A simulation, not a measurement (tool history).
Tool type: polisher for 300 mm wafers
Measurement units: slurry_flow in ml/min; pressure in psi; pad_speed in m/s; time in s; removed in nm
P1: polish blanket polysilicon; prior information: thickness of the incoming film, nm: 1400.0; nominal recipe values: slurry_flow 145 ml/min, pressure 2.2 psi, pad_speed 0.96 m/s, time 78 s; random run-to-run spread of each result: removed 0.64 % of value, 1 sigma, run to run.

| run | day | slurry_flow | pressure | pad_speed | time | removed |
|---|---|---|---|---|---|---|
| 1 | 0.146 | 145 | 2.2 | 0.96 | 78 | 563.79 |
| 2 | 0.325 | 145 | 3.4 | 0.96 | 78 | 851.95 |
| 3 | 0.450 | 85 | 2.2 | 0.96 | 78 | 492.30 |
| 4 | 0.633 | 195 | 2.2 | 1.44 | 78 | 887.05 |
| 5 | 0.779 | 145 | 2.2 | 0.96 | 38 | 273.05 |
| 6 | 0.867 | 145 | 2.2 | 0.96 | 78 | 560.57 |
| 7 | 1.008 | 145 | 2.2 | 0.96 | 78 | 555.06 |
| 8 | 1.150 | 145 | 1.1 | 0.96 | 35 | 125.28 |
| 9 | 1.271 | 145 | 2.2 | 0.96 | 78 | 564.85 |
| 10 | 1.404 | 145 | 2.2 | 0.54 | 78 | 312.22 |
| 11 | 1.583 | 185 | 2.2 | 0.96 | 78 | 578.95 |
| 12 | 1.717 | 145 | 2.2 | 0.96 | 78 | 559.80 |
| 13 | 1.867 | 145 | 2.2 | 0.96 | 113 | 808.66 |
| 14 | 2.033 | 145 | 2.2 | 1.46 | 78 | 847.89 |
| 15 | 2.200 | 145 | 1.5 | 0.96 | 78 | 377.03 |
| 16 | 2.333 | 145 | 2.2 | 0.96 | 78 | 560.97 |
| 17 | 2.471 | 145 | 2.2 | 0.96 | 78 | 558.44 |
| 18 | 2.554 | 145 | 2.2 | 0.96 | 78 | 545.91 |
| 19 | 2.704 | 145 | 2.2 | 0.96 | 78 | 537.44 |
| 20 | 2.783 | 145 | 2.2 | 0.96 | 78 | 531.77 |
| 21 | 2.879 | 145 | 2.2 | 0.96 | 78 | 528.59 |
|  | 3.004 | head pressure recalibrated |
| 22 | 3.050 | 145 | 2.2 | 0.96 | 78 | 522.54 |
| 23 | 3.162 | 145 | 2.2 | 0.96 | 78 | 523.34 |
| 24 | 3.275 | 145 | 2.2 | 0.96 | 78 | 529.15 |

What P1 gives has crept off from where it sat before. The 2 causes that follow fit the log equally well, each at the size noted:
A: slurry flow missing at the pad, % = 27.1
B: removal rate lost through wear of the pad, % = 6.32
The onset of the drift is placed at about day 2.471.
Excluded causes, each with its reason:
head's pressure below its setpoint, %: work on it at day 3.004, done after the drift set in, did not restore what the process gave before

The list below offers 4 check runs, each averaging the results of 5 wafers, and shows each result as a question mark. For which of them would the listed causes give clearly different results?
| check 1 | 3.388 | 105 | 2.2 | 0.96 | 43 | ? |
| check 2 | 3.388 | 145 | 2.2 | 0.70 | 78 | ? |
| check 3 | 3.388 | 145 | 2.2 | 1.38 | 106 | ? |
| check 4 | 3.388 | 145 | 2.2 | 1.34 | 49 | ? |

How each check would come out, cause by cause:
| check | result | if A | if B |
|---|---|---|---|
| check 1 | removed | 263.84 | 269.60 |
| check 2 | removed | 381.26 | 381.24 |
| check 3 | removed | 1021.40 | 1021.40 |
| check 4 | removed | 458.49 | 458.47 |
Distance between the nearest two causes, measured in the result of the check that separates them most: check 1 2.16 %; check 2 0 %; check 3 0 %; check 4 0 %
Check 1 tells the causes apart: in the others they would give nearly the same result.

With check 1 done, the readings were: removed 264.61 nm. Identify which of the listed causes applies.

It is A: slurry flow missing at the pad, %.
